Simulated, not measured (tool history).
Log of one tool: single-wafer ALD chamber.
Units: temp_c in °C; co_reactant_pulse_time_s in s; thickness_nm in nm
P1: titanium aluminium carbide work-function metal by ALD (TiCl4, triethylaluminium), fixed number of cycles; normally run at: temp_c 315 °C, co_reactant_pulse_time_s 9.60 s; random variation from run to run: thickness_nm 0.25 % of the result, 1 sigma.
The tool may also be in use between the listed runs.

run   hour  temp_c  co_reactant_pulse_time_s  hours since the last thermocouple change  hours since the last triethylaluminium bottle change  thickness_nm
  1   12.8     315                      9.60                                     373.5                                                 770.4        2.2031
      15.4  -- thermocouple changed; heater temperature recalibrated
  2   24.3     315                      9.60                                       8.9                                                 781.9        2.2070
  3   38.5     338                      9.60                                      23.1                                                 796.1        2.4044
  4   46.2     315                     12.64                                      30.8                                                 803.8        2.2543
  5   57.1     300                      6.00                                      41.7                                                 814.7        1.8705
  6   66.7     315                      9.60                                      51.3                                                 824.3        2.1981
  7   80.1     315                      4.39                                      64.7                                                 837.7        1.7875
  8   94.5     315                      9.60                                      79.1                                                 852.1        2.2014
  9  103.0     315                      9.60                                      87.6                                                 860.6        2.2066
 10  110.7     297                      9.60                                      95.3                                                 868.3        2.0430
 11  117.1     315                      9.60                                     101.7                                                 874.7        2.2109
 12  126.0     330                     15.48                                     110.6                                                 883.6        2.4070
 13  139.2     335                     15.32                                     123.8                                                 896.8        2.4697
 14  145.8     315                      9.60                                     130.4                                                 903.4        2.1923
 15  152.8     315                      9.60                                     137.4                                                 910.4        2.1902
 16  166.6     315                      9.60                                     151.2                                                 924.2        2.1969
 17  180.7     315                      9.60                                     165.3                                                 938.3        2.1667
 18  190.9     315                      9.60                                     175.5                                                 948.5        2.1579
 19  204.8     315                      9.60                                     189.4                                                 962.4        2.1674
 20  213.5     315                      9.60                                     198.1                                                 971.1        2.1718

What P1 gives has crept away from where it was. These 2 causes fit the log equally well, each at the size given:
A: wafer temperature below the value expected at the setpoint (K) = 3.98
B: triethylaluminium dose below that of a fresh bottle (%) = 10.9
The creep began at about hour 145.8.

4 check runs are offered, one wafer each, their results left as question marks. Which one tells the causes apart?
check 1  222.2     334                     11.77                                                                                                             ?
check 2  222.2     337                      9.60                                                                                                             ?
check 3  222.2     300                      9.60                                                                                                             ?
check 4  222.2     315                      4.90                                                                                                             ?

What each check would give under each cause:
  check        result    if A    if B
check 1  thickness_nm  2.3893  2.4029
check 2  thickness_nm  2.3701  2.3672
check 3  thickness_nm  2.0337  2.0354
check 4  thickness_nm  1.8356  1.7808
How far apart the two closest causes lie, in the result that separates them most: check 1 0.57 %; check 2 0.12 %; check 3 0.08 %; check 4 3.03 %
Only check 4 tells the causes apart: in the others they would give nearly the same result.

Then check 4 was run and gave: thickness_nm 1.7862 nm. Which cause is it?

It is B: triethylaluminium dose below that of a fresh bottle (%).

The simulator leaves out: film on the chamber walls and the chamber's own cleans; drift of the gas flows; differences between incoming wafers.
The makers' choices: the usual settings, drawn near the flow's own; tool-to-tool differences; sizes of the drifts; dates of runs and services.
